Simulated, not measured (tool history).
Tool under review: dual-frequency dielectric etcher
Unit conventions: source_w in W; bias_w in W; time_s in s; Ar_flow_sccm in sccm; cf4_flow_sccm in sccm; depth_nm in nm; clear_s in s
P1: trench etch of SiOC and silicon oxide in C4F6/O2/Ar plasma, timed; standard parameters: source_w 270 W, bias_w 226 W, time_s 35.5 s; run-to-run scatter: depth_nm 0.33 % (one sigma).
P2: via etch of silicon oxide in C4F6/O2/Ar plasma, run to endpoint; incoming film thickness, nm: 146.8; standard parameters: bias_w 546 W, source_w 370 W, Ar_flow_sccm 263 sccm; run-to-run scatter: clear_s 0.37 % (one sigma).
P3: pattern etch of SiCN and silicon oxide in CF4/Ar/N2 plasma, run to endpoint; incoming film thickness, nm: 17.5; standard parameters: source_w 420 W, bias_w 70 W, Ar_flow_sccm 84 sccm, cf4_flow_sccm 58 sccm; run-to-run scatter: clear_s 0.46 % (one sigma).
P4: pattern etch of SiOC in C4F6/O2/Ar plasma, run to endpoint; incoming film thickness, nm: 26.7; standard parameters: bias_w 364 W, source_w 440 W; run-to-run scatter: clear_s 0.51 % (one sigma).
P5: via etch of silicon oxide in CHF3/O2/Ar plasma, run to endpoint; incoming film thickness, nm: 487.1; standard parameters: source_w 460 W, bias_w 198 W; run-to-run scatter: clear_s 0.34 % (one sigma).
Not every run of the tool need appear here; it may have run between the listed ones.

run	hour	process	source_w	bias_w	time_s	Ar_flow_sccm	cf4_flow_sccm	hours since the last wet clean	hours since the last source power generator calibration	hours since the last bias power generator calibration	depth_nm	clear_s
1	7.2	P1	270	226	35.5			141	3157.1	632.8	66.4	
2	18.1	P1	270	226	26.5			151.9	3168	643.7	49.623	
3	25.7	P3	420	70		84	58	159.5	3175.6	651.3		21.811
4	38.2	P3	420	70		50	58	172	3188.1	663.8		20.015
5	46.2	P3	420	70		84	58	180	3196.1	671.8		21.565
6	52.8	P1	270	226	35.5			186.6	3202.7	678.4	66.7	
7	64.5	P1	270	226	35.5			198.3	3214.4	690.1	66.434	
8	77.8	P2	370	546		263		211.6	3227.7	703.4		32.196
9	90.9	P1	270	182	47			224.7	3240.8	716.5	82.581	
10	102.8	P2	370	729		263		236.6	3252.7	728.4		28.936
11	116.8	P5	460	281				250.6	3266.7	742.4		236.12
12	124.9	P1	270	275	35.5			258.7	3274.8	750.5	71.019	
13	132.3	P2	230	546		263		266.1	3282.2	757.9		38.514
14	140.6	P3	420	52		84	58	274.4	3290.5	766.2		23.696
15	147.2	P4	440	437				281	3297.1	772.8		8.9718
16	154.4	P3	420	70		84	79	288.2	3304.3	780		20.503
17	166.2	P1	190	226	35.5			300	3316.1	791.8	58.007	
18	179.2	P3	260	70		84	58	313	3329.1	804.8		32.651
19	193.1	P5	460	198				326.9	3343	818.7		268.48
20	204.5	P1	270	226	35.5			338.3	3354.4	830.1	66.24	
21	214.8	P2	370	546		352		348.6	3364.7	840.4		33.428
22	222.6	P1	270	226	44			356.4	3372.5	848.2	82.309	
23	229.7	P1	270	174	35.5			363.5	3379.6	855.3	60.85	
24	237.8	P4	600	364				371.6	3387.7	863.4		8.4027
25	252.6	P1	320	226	35.5			386.4	3402.5	878.2	71.076	
26	259.9	P1	270	226	35.5			393.7	3409.8	885.5	66.915	
27	272.1	P1	270	226	35.5			405.9	3422	897.7	66.771	
28	284.5	P4	440	364				418.3	3434.4	910.1		9.466
29	296.7	P5	290	198				430.5	3446.6	922.3		317.2
30	304.2	P1	270	226	35.5			438	3454.1	929.8	66.517	
31	316.5	P1	270	226	35.5			450.3	3466.4	942.1	67.308	
32	324.4	P1	270	226	35.5			458.2	3474.3	950	67.335	

Run 33 is up next; what results do you expect?
# hour 325: wet clean of the chamber
33	331.8	P1	270	226	35.5			6.9	3481.7	957.4	?	

{"run 33": {"depth_nm": 67.547}}
